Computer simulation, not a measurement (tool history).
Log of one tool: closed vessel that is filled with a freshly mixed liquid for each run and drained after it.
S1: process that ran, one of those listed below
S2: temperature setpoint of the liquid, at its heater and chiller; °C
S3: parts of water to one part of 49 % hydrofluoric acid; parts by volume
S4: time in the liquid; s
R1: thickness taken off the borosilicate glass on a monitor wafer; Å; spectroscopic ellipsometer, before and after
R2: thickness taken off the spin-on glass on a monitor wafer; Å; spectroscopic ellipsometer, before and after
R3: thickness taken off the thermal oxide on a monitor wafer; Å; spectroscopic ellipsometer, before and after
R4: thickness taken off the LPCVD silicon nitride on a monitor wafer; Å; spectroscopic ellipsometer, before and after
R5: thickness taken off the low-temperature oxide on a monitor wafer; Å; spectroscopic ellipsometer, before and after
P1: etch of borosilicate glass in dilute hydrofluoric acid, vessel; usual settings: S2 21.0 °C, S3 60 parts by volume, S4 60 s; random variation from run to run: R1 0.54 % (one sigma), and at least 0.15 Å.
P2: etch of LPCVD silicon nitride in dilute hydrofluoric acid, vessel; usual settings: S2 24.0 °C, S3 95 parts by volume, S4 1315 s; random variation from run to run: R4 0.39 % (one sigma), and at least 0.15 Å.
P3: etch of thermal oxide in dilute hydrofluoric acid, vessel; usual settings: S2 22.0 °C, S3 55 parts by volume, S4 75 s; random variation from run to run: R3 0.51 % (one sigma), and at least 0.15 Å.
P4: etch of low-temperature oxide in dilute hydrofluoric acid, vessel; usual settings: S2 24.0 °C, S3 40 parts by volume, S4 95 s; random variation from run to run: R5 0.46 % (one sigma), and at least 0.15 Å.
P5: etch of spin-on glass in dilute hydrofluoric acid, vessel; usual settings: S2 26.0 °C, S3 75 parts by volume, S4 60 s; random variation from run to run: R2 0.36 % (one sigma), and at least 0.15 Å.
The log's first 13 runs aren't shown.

run     day  S1    S2  S3    S4       R1      R2      R3       R4      R5
 14   6.238  P3  17.0  55    75                   50.565
 15   6.554  P1  21.0  25    60  1209.10
 16   7.075  P2  24.0  95  1315                            70.937
 17   7.500  P1  21.0  85    60   327.66
 18   8.021  P1  25.5  60    60   582.39
 19   8.308  P3  22.0  55    75                   62.521
 20   8.742  P4  24.0  40    55                                    193.33
 21   9.146  P1  21.0  60    60   478.81
 22   9.508  P2  24.0  95   290                            15.537
      9.688  -- thermometer replaced
 23  10.017  P1  17.0  60    60   408.13
 24  10.496  P5  26.0  75    30           141.67
 25  10.867  P1  21.0  60    60   480.59
 26  11.325  P2  24.0  30  1315                           218.620
 27  11.588  P1  21.0  60    95   768.56
 28  11.879  P1  21.0  60    60   478.83
 29  12.242  P4  24.0  40    95                                    334.20
 30  12.658  P5  18.0  75    60           206.13
 31  13.017  P4  24.0  40    95                                    334.39
 32  13.325  P1  21.0  60    60   478.22
 33  13.692  P1  21.0  60    60   481.42
 34  13.975  P1  21.0  60    60   458.46
 35  14.229  P1  21.0  60    60   453.16

Run 36 comes next. What will it give?
 36  14.542  P1  21.0  60  60   ?

R1: 448.46 Å

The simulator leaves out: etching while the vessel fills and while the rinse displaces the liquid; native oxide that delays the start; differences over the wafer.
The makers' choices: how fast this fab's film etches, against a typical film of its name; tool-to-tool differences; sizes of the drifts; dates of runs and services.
